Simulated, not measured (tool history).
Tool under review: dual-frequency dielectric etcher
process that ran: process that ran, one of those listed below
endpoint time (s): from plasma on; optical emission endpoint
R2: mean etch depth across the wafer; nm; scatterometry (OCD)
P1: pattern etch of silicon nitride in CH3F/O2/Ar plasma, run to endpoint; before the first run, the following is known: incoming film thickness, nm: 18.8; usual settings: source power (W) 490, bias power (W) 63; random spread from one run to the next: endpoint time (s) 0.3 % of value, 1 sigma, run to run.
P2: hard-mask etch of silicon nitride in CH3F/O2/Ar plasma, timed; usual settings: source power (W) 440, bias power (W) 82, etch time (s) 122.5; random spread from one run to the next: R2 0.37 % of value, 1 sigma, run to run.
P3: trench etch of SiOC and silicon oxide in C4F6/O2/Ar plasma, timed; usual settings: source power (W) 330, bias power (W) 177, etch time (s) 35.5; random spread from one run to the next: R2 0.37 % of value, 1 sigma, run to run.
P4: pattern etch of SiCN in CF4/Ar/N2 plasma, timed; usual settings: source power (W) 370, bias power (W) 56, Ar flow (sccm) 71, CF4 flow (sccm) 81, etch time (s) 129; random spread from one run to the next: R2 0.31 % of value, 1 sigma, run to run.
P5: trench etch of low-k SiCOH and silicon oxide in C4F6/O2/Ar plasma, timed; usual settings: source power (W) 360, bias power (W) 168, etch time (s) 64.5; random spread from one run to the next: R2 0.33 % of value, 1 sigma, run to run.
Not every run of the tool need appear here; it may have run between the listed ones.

Run 1, hour 7.2: process that ran P1, source power (W) 490, bias power (W) 63. Result: endpoint time (s) 26.096.
Run 2, hour 18.7: process that ran P5, source power (W) 360, bias power (W) 168, etch time (s) 64.5. Result: R2 198.53 nm.
Run 3, hour 25.7: process that ran P4, source power (W) 370, bias power (W) 67, etch time (s) 129, Ar flow (sccm) 71, CF4 flow (sccm) 81. Result: R2 96.844 nm.
Run 4, hour 38.6: process that ran P3, source power (W) 330, bias power (W) 241, etch time (s) 35.5. Result: R2 73.045 nm.
Run 5, hour 47.6: process that ran P4, source power (W) 370, bias power (W) 56, etch time (s) 129, Ar flow (sccm) 71, CF4 flow (sccm) 81. Result: R2 91.577 nm.
Run 6, hour 57.2: process that ran P1, source power (W) 490, bias power (W) 78. Result: endpoint time (s) 24.343.
Run 7, hour 67.8: process that ran P4, source power (W) 370, bias power (W) 56, etch time (s) 71, Ar flow (sccm) 71, CF4 flow (sccm) 81. Result: R2 50.324 nm.
Run 8, hour 76.1: process that ran P5, source power (W) 360, bias power (W) 168, etch time (s) 64.5. Result: R2 198.76 nm.
Run 9, hour 89.7: process that ran P2, source power (W) 440, bias power (W) 82, etch time (s) 122.5. Result: R2 92.921 nm.
Run 10, hour 97.9: process that ran P5, source power (W) 360, bias power (W) 168, etch time (s) 82. Result: R2 252.49 nm.
Run 11, hour 105: process that ran P4, source power (W) 520, bias power (W) 56, etch time (s) 129, Ar flow (sccm) 71, CF4 flow (sccm) 81. Result: R2 123.84 nm.
Run 12, hour 115.7: process that ran P3, source power (W) 330, bias power (W) 177, etch time (s) 23.5. Result: R2 43.156 nm.
Run 13, hour 124.4: process that ran P1, source power (W) 380, bias power (W) 44. Result: endpoint time (s) 32.304.
At hour 124.8: bias power generator calibrated.
Run 14, hour 132.2: process that ran P2, source power (W) 330, bias power (W) 82, etch time (s) 122.5. Result: R2 83.947 nm.
Run 15, hour 142.4: process that ran P1, source power (W) 490, bias power (W) 63. Result: endpoint time (s) 26.265.
Run 16, hour 149.1: process that ran P1, source power (W) 650, bias power (W) 43. Result: endpoint time (s) 26.354.
Run 17, hour 158.4: process that ran P5, source power (W) 360, bias power (W) 205, etch time (s) 64.5. Result: R2 212.12 nm.
Run 18, hour 168.3: process that ran P1, source power (W) 380, bias power (W) 63. Result: endpoint time (s) 28.602.
Run 19, hour 177.5: process that ran P4, source power (W) 370, bias power (W) 56, etch time (s) 129, Ar flow (sccm) 51, CF4 flow (sccm) 81. Result: R2 95.241 nm.
Run 20, hour 186.5: process that ran P2, source power (W) 440, bias power (W) 82, etch time (s) 122.5. Result: R2 93.533 nm.
Run 21, hour 194.7: process that ran P2, source power (W) 440, bias power (W) 82, etch time (s) 83. Result: R2 63.47 nm.
Run 22, hour 207.3: process that ran P3, source power (W) 330, bias power (W) 177, etch time (s) 35.5. Result: R2 65.44 nm.
Run 23, hour 217.7: process that ran P3, source power (W) 210, bias power (W) 177, etch time (s) 35.5. Result: R2 55.002 nm.
Run 24, hour 231.4: process that ran P1, source power (W) 490, bias power (W) 63. Result: endpoint time (s) 26.336.
Run 25, hour 242.2: process that ran P5, source power (W) 250, bias power (W) 168, etch time (s) 64.5. Result: R2 173.07 nm.
Run 26, hour 252.5: process that ran P1, source power (W) 490, bias power (W) 46. Result: endpoint time (s) 28.92.
Run 27, hour 265.1: process that ran P1, source power (W) 590, bias power (W) 63. Result: endpoint time (s) 24.35.
Run 28, hour 275.4: process that ran P1, source power (W) 490, bias power (W) 63. Result: endpoint time (s) 26.172.
Run 29, hour 283.5: process that ran P2, source power (W) 440, bias power (W) 59, etch time (s) 122.5. Result: R2 84.341 nm.
Run 30, hour 297.4: process that ran P4, source power (W) 370, bias power (W) 56, etch time (s) 129, Ar flow (sccm) 71, CF4 flow (sccm) 50. Result: R2 85.609 nm.
Run 31, hour 308.6: process that ran P1, source power (W) 490, bias power (W) 63. Result: endpoint time (s) 26.272.
Run 32, hour 315.9: process that ran P1, source power (W) 490, bias power (W) 63. Result: endpoint time (s) 26.353.
Run 33, hour 322.3: process that ran P1, source power (W) 490, bias power (W) 63. Result: endpoint time (s) 26.354.
Run 34, hour 330.2: process that ran P1, source power (W) 490, bias power (W) 63. Result: endpoint time (s) 26.381.
Run 35, hour 342.5: process that ran P1, source power (W) 490, bias power (W) 63. Result: endpoint time (s) 26.565.
Run 36, hour 355.1: process that ran P1, source power (W) 490, bias power (W) 63. Result: endpoint time (s) 26.553.
Run 37, hour 362.6: process that ran P1, source power (W) 490, bias power (W) 63. Result: endpoint time (s) 26.522.
At hour 367.2: wet clean of the chamber.
Run 38, hour 371.8: process that ran P1, source power (W) 490, bias power (W) 63. Result: endpoint time (s) 26.516.
Run 39, hour 384.2: process that ran P1, source power (W) 490, bias power (W) 63. Result: endpoint time (s) 26.598.
Run 40, hour 396.9: process that ran P1, source power (W) 490, bias power (W) 63. Result: endpoint time (s) 26.543.
Run 41, hour 407.2: process that ran P1, source power (W) 490, bias power (W) 63. Result: endpoint time (s) 26.512.

Compared with where it was, what P1 gives has crept away. Each cause listed below fits the log as well as the rest, at the size given for it:
A: source power that arrives under what is set, % = 3.86
B: bias power that arrives under what is set, % = 4.56
The gradual shift began around hour 308.6.
The rest of the possible causes, and what rules out each one:
chamber walls in a state that lowers the etch rate, %: serviced at hour 367.2, after the drift had started, without restoring the earlier output

4 check runs are offered, each on 2 wafers whose results are averaged, their results left as question marks. Which one tells the causes apart?
Run check 1, hour 417.5: process that ran P4, source power (W) 370, bias power (W) 56, etch time (s) 129, Ar flow (sccm) 71, CF4 flow (sccm) 81. Result: R2 ?.
Run check 2, hour 417.5: process that ran P3, source power (W) 330, bias power (W) 177, etch time (s) 35.5. Result: R2 ?.
Run check 3, hour 417.5: process that ran P2, source power (W) 440, bias power (W) 82, etch time (s) 122.5. Result: R2 ?.
Run check 4, hour 417.5: process that ran P5, source power (W) 360, bias power (W) 168, etch time (s) 64.5. Result: R2 ?.

What every check run would give for each of its results, assuming each possible cause in turn:
  check  result    if A    if B
check 1      R2  88.424  90.271
check 2      R2  64.446  64.473
check 3      R2  91.882  91.748
check 4      R2  196.21  196.36
Minimum pairwise separation of causes per check, each pair taken at its best-separating result: check 1 2.07 %; check 2 0.04 %; check 3 0.15 %; check 4 0.08 %
The causes can be told apart only by check 1. The other checks would give nearly the same results under each of them.

After running check 1, the following was obtained: R2 90.239 nm. Which cause does this point to?

B is the cause: bias power that arrives under what is set, %.
